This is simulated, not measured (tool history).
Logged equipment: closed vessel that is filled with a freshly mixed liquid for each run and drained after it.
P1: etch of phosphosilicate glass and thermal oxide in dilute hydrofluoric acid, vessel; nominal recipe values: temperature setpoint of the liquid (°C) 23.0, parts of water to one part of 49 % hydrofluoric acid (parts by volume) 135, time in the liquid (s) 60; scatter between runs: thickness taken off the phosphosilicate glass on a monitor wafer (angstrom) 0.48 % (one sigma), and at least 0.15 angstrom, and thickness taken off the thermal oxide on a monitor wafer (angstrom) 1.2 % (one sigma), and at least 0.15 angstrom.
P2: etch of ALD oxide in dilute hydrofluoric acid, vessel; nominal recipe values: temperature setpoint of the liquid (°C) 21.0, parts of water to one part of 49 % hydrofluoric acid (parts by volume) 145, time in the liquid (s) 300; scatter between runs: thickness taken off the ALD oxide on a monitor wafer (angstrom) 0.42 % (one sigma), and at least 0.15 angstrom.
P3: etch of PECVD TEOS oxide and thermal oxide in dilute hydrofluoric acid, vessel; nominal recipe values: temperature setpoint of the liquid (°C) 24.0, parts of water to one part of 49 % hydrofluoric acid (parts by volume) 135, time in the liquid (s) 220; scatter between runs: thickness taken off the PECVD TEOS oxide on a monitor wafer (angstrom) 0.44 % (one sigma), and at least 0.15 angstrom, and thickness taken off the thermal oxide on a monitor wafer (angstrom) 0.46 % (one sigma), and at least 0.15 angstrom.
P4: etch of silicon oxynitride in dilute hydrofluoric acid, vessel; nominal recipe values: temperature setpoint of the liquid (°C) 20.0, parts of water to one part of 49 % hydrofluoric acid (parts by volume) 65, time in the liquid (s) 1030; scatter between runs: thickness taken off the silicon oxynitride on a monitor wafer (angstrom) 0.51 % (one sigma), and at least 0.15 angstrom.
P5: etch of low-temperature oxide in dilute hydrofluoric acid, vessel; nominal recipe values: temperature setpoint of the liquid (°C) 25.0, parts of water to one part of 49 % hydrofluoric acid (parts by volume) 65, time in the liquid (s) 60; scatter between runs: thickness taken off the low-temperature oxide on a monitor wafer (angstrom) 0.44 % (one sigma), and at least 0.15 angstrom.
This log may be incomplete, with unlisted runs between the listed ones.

run   hour  process that ran  temperature setpoint of the liquid (°C)  parts of water to one part of 49 % hydrofluoric acid (parts by volume)  time in the liquid (s)  hours since the thermometer was replaced  hours since the hydrofluoric acid flow meter was replaced  thickness taken off the phosphosilicate glass on a monitor wafer (angstrom)  thickness taken off the thermal oxide on a monitor wafer (angstrom)  thickness taken off the silicon oxynitride on a monitor wafer (angstrom)  thickness taken off the low-temperature oxide on a monitor wafer (angstrom)  thickness taken off the PECVD TEOS oxide on a monitor wafer (angstrom)  thickness taken off the ALD oxide on a monitor wafer (angstrom)
  1    7.3                P1                                     23.0                                                                     135                      60                                     748.6                                                      267.9                                                                       709.65                                                              19.4210
  2   16.0                P4                                     20.0                                                                      65                    1030                                     757.3                                                      276.6                                                                                                                                                                                                                      374.41
  3   29.4                P5                                     25.0                                                                      65                     100                                     770.7                                                      290.0                                                                                                                                                                                                                                                                                                   585.40
  4   43.8                P3                                     24.0                                                                     135                     220                                     785.1                                                      304.4                                                                                                                                           75.2030                                                                                                                                                                                                                         206.48
  5   55.9                P1                                     23.0                                                                     205                      95                                     797.2                                                      316.5                                                                       680.27                                                              18.8070
  6   67.3                P2                                     21.0                                                                     145                     300                                     808.6                                                      327.9                                                                                                                                                                                                                                                                                                                                                                                                                                            384.91
  7   74.5                P2                                     21.0                                                                     145                     300                                     815.8                                                      335.1                                                                                                                                                                                                                                                                                                                                                                                                                                            384.34
  8   84.9                P5                                     25.0                                                                     115                      60                                     826.2                                                      345.5                                                                                                                                                                                                                                                                                                   185.06
      90.9  -- thermometer replaced
  9   99.5                P1                                     23.0                                                                     135                      60                                       8.7                                                      360.1                                                                       705.25                                                              19.0070
 10  107.9                P2                                     21.0                                                                     145                     585                                      17.1                                                      368.5                                                                                                                                                                                                                                                                                                                                                                                                                                            753.02
 11  118.4                P5                                     33.0                                                                      65                      60                                      27.6                                                      379.0                                                                                                                                                                                                                                                                                                   479.08
 12  133.5                P3                                     24.0                                                                     135                     380                                      42.7                                                      394.1                                                                                                                                          129.1600                                                                                                                                                                                                                         357.97
 13  148.7                P1                                     23.0                                                                     135                      60                                      57.9                                                      409.3                                                                       700.89                                                              18.9340
 14  162.3                P4                                     20.0                                                                      65                     400                                      71.5                                                      422.9                                                                                                                                                                                                                      146.20
 15  172.9                P1                                     20.0                                                                     135                      30                                      82.1                                                      433.5                                                                       315.14                                                               8.3019
 16  182.0                P4                                     17.0                                                                      65                    1030                                      91.2                                                      442.6                                                                                                                                                                                                                      323.67
     184.6  -- hydrofluoric acid flow meter replaced
 17  190.0                P4                                     20.0                                                                      20                    1030                                      99.2                                                        5.4                                                                                                                                                                                                                     1258.90
 18  200.0                P1                                     23.0                                                                     135                      60                                     109.2                                                       15.4                                                                       708.03                                                              18.7950
 19  210.5                P1                                     23.0                                                                     135                      30                                     119.7                                                       25.9                                                                       353.05                                                               9.6935
 20  217.6                P1                                     17.5                                                                     135                      60                                     126.8                                                       33.0                                                                       563.89                                                              15.8670
 21  228.7                P1                                     23.0                                                                     230                     100                                     137.9                                                       44.1                                                                       627.02                                                              17.0490
 22  239.6                P3                                     31.0                                                                     135                     220                                     148.8                                                       55.0                                                                                                                                           97.0240                                                                                                                                                                                                                         268.86
 23  246.6                P1                                     23.0                                                                     135                      60                                     155.8                                                       62.0                                                                       708.24                                                              18.8610
 24  260.0                P1                                     28.5                                                                     135                      60                                     169.2                                                       75.4                                                                       868.48                                                              23.9730
 25  273.2                P3                                     24.0                                                                      80                     220                                     182.4                                                       88.6                                                                                                                                          134.8400                                                                                                                                                                                                                         371.19
 26  283.6                P1                                     23.0                                                                     135                     110                                     192.8                                                       99.0                                                                      1292.70                                                              35.5520
 27  290.2                P2                                     17.0                                                                     145                     300                                     199.4                                                      105.6                                                                                                                                                                                                                                                                                                                                                                                                                                            328.34
 28  302.6                P2                                     21.0                                                                     235                     300                                     211.8                                                      118.0                                                                                                                                                                                                                                                                                                                                                                                                                                            215.90
 29  309.5                P1                                     23.0                                                                     135                      60                                     218.7                                                      124.9                                                                       704.93                                                              19.1280
 30  324.4                P1                                     23.0                                                                      50                      60                                     233.6                                                      139.8                                                                      2115.80                                                              57.4560
 31  337.2                P1                                     23.0                                                                     135                      60                                     246.4                                                      152.6                                                                       708.74                                                              19.0460
 32  347.0                P1                                     23.0                                                                     225                      60                                     256.2                                                      162.4                                                                       384.17                                                              10.4050
 33  361.9                P5                                     25.0                                                                      65                      60                                     271.1                                                      177.3                                                                                                                                                                                                                                                                                                   349.46
 34  375.1                P1                                     23.0                                                                     135                      60                                     284.3                                                      190.5                                                                       702.83                                                              18.9010
 35  383.7                P1                                     23.0                                                                     135                      60                                     292.9                                                      199.1                                                                       680.48                                                              18.7980
 36  393.7                P1                                     23.0                                                                     135                      60                                     302.9                                                      209.1                                                                       664.57                                                              18.0500
 37  408.0                P1                                     23.0                                                                     135                      60                                     317.2                                                      223.4                                                                       655.98                                                              18.1990
 38  414.7                P1                                     23.0                                                                     135                      60                                     323.9                                                      230.1                                                                       649.92                                                              18.2310
 39  425.7                P1                                     23.0                                                                     135                      60                                     334.9                                                      241.1                                                                       641.86                                                              17.7790
 40  437.3                P1                                     23.0                                                                     135                      60                                     346.5                                                      252.7                                                                       642.83                                                              17.4900
 41  452.0                P1                                     23.0                                                                     135                      60                                     361.2                                                      267.4                                                                       641.78                                                              17.2350
 42  465.2                P1                                     23.0                                                                     135                      60                                     374.4                                                      280.6                                                                       643.56                                                              17.6850

P1 no longer gives what it gave before; its output has crept away from where it was. The following 2 causes, each at its listed size, fit the log equally well:
A: liquid colder than its thermometer reads (K) = 2.38
B: hydrofluoric acid flow below the setpoint (%) = 7.78
Creep in the process output first set in at about hour 375.1.

The check runs listed below each take one wafer, and their results are still question marks. Under which run would the listed causes lead to clearly different results?
check 1  478.4                P4                                     20.0                                                                      25                    1030                                                                                                                                                                                                                                                                                                                                ?
check 2  478.4                P3                                     31.0                                                                     135                     220                                                                                                                                                                                                                                                      ?                                                                                                                                                                                                                              ?
check 3  478.4                P2                                     21.0                                                                     200                     300                                                                                                                                                                                                                                                                                                                                                                                                                                                                                                                                                      ?
check 4  478.4                P5                                     28.0                                                                      65                      95                                                                                                                                                                                                                                                                                                                                                                                                             ?

Check results expected under each cause:
  check                                                                       result     if A     if B
check 1     thickness taken off the silicon oxynitride on a monitor wafer (angstrom)   889.10   926.18
check 2          thickness taken off the thermal oxide on a monitor wafer (angstrom)  89.4040  88.5420
check 2       thickness taken off the PECVD TEOS oxide on a monitor wafer (angstrom)   246.70   244.32
check 3              thickness taken off the ALD oxide on a monitor wafer (angstrom)   240.67   239.31
check 4  thickness taken off the low-temperature oxide on a monitor wafer (angstrom)   568.26   571.59
Gap, in per cent, between the two causes that each check separates least, read from the result that separates them most: check 1 4.09 %; check 2 0.97 %; check 3 0.57 %; check 4 0.58 %
Check 1 distinguishes between the causes, while the remaining checks would return nearly the same result for all of them.

Check 1 has now been run. It gave: thickness taken off the silicon oxynitride on a monitor wafer (angstrom) 930.52. Which of the candidate causes is it?

B is the cause: hydrofluoric acid flow below the setpoint (%).

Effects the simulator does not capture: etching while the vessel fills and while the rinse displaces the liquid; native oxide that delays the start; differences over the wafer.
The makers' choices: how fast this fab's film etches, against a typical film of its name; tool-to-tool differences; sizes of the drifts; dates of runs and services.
